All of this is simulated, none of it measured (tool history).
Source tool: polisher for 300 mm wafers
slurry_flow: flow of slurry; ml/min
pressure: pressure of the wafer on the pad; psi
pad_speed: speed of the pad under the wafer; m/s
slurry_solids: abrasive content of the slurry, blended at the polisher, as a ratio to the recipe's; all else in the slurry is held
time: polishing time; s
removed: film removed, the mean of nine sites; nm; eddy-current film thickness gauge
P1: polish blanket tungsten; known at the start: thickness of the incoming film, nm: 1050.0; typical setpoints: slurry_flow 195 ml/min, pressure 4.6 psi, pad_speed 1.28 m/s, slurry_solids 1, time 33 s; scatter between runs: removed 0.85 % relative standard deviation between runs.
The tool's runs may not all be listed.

run,hour,slurry_flow,pressure,pad_speed,slurry_solids,time,wafers polished on this pad,hours since the slurry nozzle was cleaned,hours since the head pressure was calibrated,hours since the slurry blender was calibrated,hours since the slurry got fresh peroxide,removed
1,6.6,195,4.6,1.28,1,33,837,96.1,275.4,118.8,65,274.09
2,14.5,260,4.6,1.78,1,33,902,104,283.3,126.7,72.9,394.56
3,21.9,195,4.6,1.28,1,33,962,111.4,290.7,134.1,80.3,273.96
4,26.9,195,4.6,1.28,1,33,1003,116.4,295.7,139.1,85.3,275.35
5,34.8,115,4.6,1.28,1,33,1068,124.3,303.6,147,93.2,251.76
6,42.4,195,4.6,1.28,1.35,33,1130,131.9,311.2,154.6,100.8,291.78
7,49.8,195,4.6,1.28,1,53,1190,139.3,318.6,162,108.2,435.78
8,57.4,195,4.6,1.64,1,33,1252,146.9,326.2,169.6,115.8,346.27
9,65.1,195,4.6,0.6,1,48,1315,154.6,333.9,177.3,123.5,183.13
10,69.6,195,4.6,1.28,1,33,1352,159.1,338.4,181.8,128,272.06
11,73.8,195,4.6,1.28,1,33,1386,163.3,342.6,186,132.2,273.35
# hour 76.3: slurry nozzle cleaned
12,79.1,195,4.6,1.28,0.75,33,1430,2.9,347.9,191.3,137.5,256.45
13,85.7,195,2.2,1.28,1,33,1484,9.5,354.5,197.9,144.1,130.99
14,94.1,195,4.6,1.28,1,33,1552,17.9,362.9,206.3,152.5,275.95
15,99,135,4.6,1.28,0.7,33,1592,22.8,367.8,211.2,157.4,238.29
16,104,195,6.7,1.28,1,33,1633,27.8,372.8,216.2,162.4,398.29
17,110.9,270,4.6,1.28,1,33,1689,34.7,379.7,223.1,169.3,282.16
18,116.5,195,4.6,0.74,1,33,1735,40.3,385.3,228.7,174.9,157.6
19,121.7,195,4.6,1.28,1,15,1778,45.5,390.5,233.9,180.1,123.79
20,130.1,195,4.6,1.28,1,33,1846,53.9,398.9,242.3,188.5,274.78
21,133.8,195,4.6,1.28,1,33,1877,57.6,402.6,246,192.2,265.65
22,140.9,195,4.6,1.28,1,33,1935,64.7,409.7,253.1,199.3,264.21
23,146.1,195,4.6,1.28,1,33,1977,69.9,414.9,258.3,204.5,258.97
# hour 151.8: slurry tank refilled with fresh slurry and peroxide
# hour 153.6: worn pad replaced by a new one
24,153.8,195,4.6,1.28,1,33,1,77.6,422.6,266,2.1,254.92
# hour 156.7: slurry blender recalibrated
25,157.7,195,4.6,1.28,1,33,33,81.5,426.5,1,6,254.66
26,161.6,195,4.6,1.28,1,33,65,85.4,430.4,4.9,9.9,251.21
27,166.7,195,4.6,1.28,1,33,107,90.5,435.5,10,15,254.21
28,174.1,195,4.6,1.28,1,33,167,97.9,442.9,17.4,22.4,252.03

P1 no longer gives what it gave before; its output has crept away from where it was. The following 2 causes, each at its listed size, fit the log equally well:
A: slurry flow missing at the pad, % = 36
B: head's pressure below its setpoint, % = 7.23
The process output started creeping at around hour 130.1.
The rest of the possible causes, and what rules out each one:
removal rate lost through wear of the pad, %: its service at hour 153.6 followed the start of the drift and did not put the process back to its old value
abrasive missing from the slurry, %: its service at hour 156.7 followed the start of the drift and did not put the process back to its old value
peroxide lost from the slurry, %: its service at hour 151.8 followed the start of the drift and did not put the process back to its old value

Each of the check runs listed below is run on 5 wafers and reports their average, with the results left as question marks. Pick the one under which the possible causes would lead to clearly different results.
check 1,181.5,195,3.1,1.28,1,47,,,,,,?
check 2,181.5,195,6.6,1.28,1,51,,,,,,?
check 3,181.5,195,2.6,1.28,1,33,,,,,,?
check 4,181.5,135,4.6,1.28,1,15,,,,,,?

Expected result of each check under each candidate cause:
check,result,if A,if B
check 1,removed,243.52,243.53
check 2,removed,562.59,562.6
check 3,removed,143.4,143.41
check 4,removed,105.48,108.66
Separation of the two closest causes in each check, using whichever result separates them best: check 1 0 %; check 2 0 %; check 3 0 %; check 4 2.97 %
Only check 4 tells the causes apart: in the others they would give nearly the same result.

Running check 4 produced the following: removed 108.3 nm. Which one of the listed causes fits?

The correct cause is B, namely: head's pressure below its setpoint, %.

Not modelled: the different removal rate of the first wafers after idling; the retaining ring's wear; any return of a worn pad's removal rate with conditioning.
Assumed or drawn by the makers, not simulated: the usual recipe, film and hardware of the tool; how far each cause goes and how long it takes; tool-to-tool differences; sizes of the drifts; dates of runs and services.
